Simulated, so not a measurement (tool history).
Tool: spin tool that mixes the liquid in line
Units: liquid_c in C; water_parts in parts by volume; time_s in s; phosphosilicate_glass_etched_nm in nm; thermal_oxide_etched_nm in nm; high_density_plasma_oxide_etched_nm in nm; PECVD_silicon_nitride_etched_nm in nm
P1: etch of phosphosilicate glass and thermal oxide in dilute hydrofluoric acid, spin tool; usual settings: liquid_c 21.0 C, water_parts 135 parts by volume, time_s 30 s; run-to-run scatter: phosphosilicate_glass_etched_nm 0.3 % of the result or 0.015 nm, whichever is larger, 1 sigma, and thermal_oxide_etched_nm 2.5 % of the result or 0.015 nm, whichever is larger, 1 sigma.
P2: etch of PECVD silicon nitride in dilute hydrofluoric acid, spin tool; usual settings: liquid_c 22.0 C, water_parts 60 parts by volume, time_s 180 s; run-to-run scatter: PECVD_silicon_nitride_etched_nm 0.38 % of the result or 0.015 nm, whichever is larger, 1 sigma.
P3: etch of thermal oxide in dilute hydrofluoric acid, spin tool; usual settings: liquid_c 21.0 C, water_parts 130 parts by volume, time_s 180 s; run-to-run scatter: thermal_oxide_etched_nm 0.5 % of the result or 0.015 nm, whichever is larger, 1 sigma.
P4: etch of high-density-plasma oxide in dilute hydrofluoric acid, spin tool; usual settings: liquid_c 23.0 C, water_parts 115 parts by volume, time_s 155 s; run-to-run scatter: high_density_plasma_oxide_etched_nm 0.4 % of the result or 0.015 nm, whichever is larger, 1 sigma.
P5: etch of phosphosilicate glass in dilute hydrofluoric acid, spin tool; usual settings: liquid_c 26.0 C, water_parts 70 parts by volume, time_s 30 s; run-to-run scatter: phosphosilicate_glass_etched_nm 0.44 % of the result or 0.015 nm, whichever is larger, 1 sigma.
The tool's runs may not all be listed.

run   hour  process  liquid_c  water_parts  time_s  phosphosilicate_glass_etched_nm  thermal_oxide_etched_nm  high_density_plasma_oxide_etched_nm  PECVD_silicon_nitride_etched_nm
  1    9.8       P1      21.0          135      30                           26.429                  0.91798
  2   18.1       P1      21.0           60      30                           64.076                  2.37500
  3   29.3       P1      17.0          135      30                           22.326                  0.81059
  4   36.4       P4      18.0          115     155                                                                                        11.1870
  5   47.2       P1      21.0          135      30                           26.343                  0.94093
  6   56.6       P1      21.0          135      30                           26.422                  0.94995
  7   63.8       P1      21.0          135      30                           26.226                  0.99078
  8   73.3       P1      21.0           90      15                           20.669                  0.79945
  9   83.9       P2      22.0           60     180                                                                                                                          8.0078
 10   94.0       P1      21.0          135      50                           43.603                  1.53600
 11  103.9       P3      21.0          130      95                                                   3.00220
 12  110.6       P1      21.0          220      30                           14.835                  0.54679
 13  119.7       P5      34.0           70      30                           74.161
 14  131.4       P1      17.0          135      60                           44.676                  1.66810
 15  139.2       P2      22.0           95     180                                                                                                                          5.0607
 16  144.7       P1      21.0          135      30                           26.266                  0.94816
 17  154.1       P4      23.0          115     155                                                                                        13.6980
 18  162.6       P3      25.0          130     180                                                   6.59800
 19  172.1       P4      23.0          170     155                                                                                         8.6747
 20  178.5       P3      21.0           50     180                                                  16.12800
 21  185.1       P5      26.0           70      55                          100.410
 22  191.1       P2      22.0           60      35                                                                                                                          1.5385
 23  201.6       P5      26.0           70      30                           54.953
 24  208.5       P1      21.0          135      15                           13.170                  0.49911
 25  218.1       P4      23.0          115     280                                                                                        24.7640
 26  225.6       P5      26.0          115      30                           31.523
 27  238.4       P2      22.0           60     180                                                                                                                          8.0085
 28  246.9       P1      26.5          135      30                           32.517                  1.17860
 29  258.5       P2      28.5           60     180                                                                                                                         12.2140
 30  267.1       P3      21.0          130     180                                                   5.64060
 31  277.2       P3      21.0          130     180                                                   5.64410
 32  283.1       P5      26.0           70      30                           54.273

Run 33 comes next. What will it give?
 33  293.4       P1      21.0          135      30                                ?                        ?

{"run 33": {"phosphosilicate_glass_etched_nm": 26.447, "thermal_oxide_etched_nm": 0.88237}}

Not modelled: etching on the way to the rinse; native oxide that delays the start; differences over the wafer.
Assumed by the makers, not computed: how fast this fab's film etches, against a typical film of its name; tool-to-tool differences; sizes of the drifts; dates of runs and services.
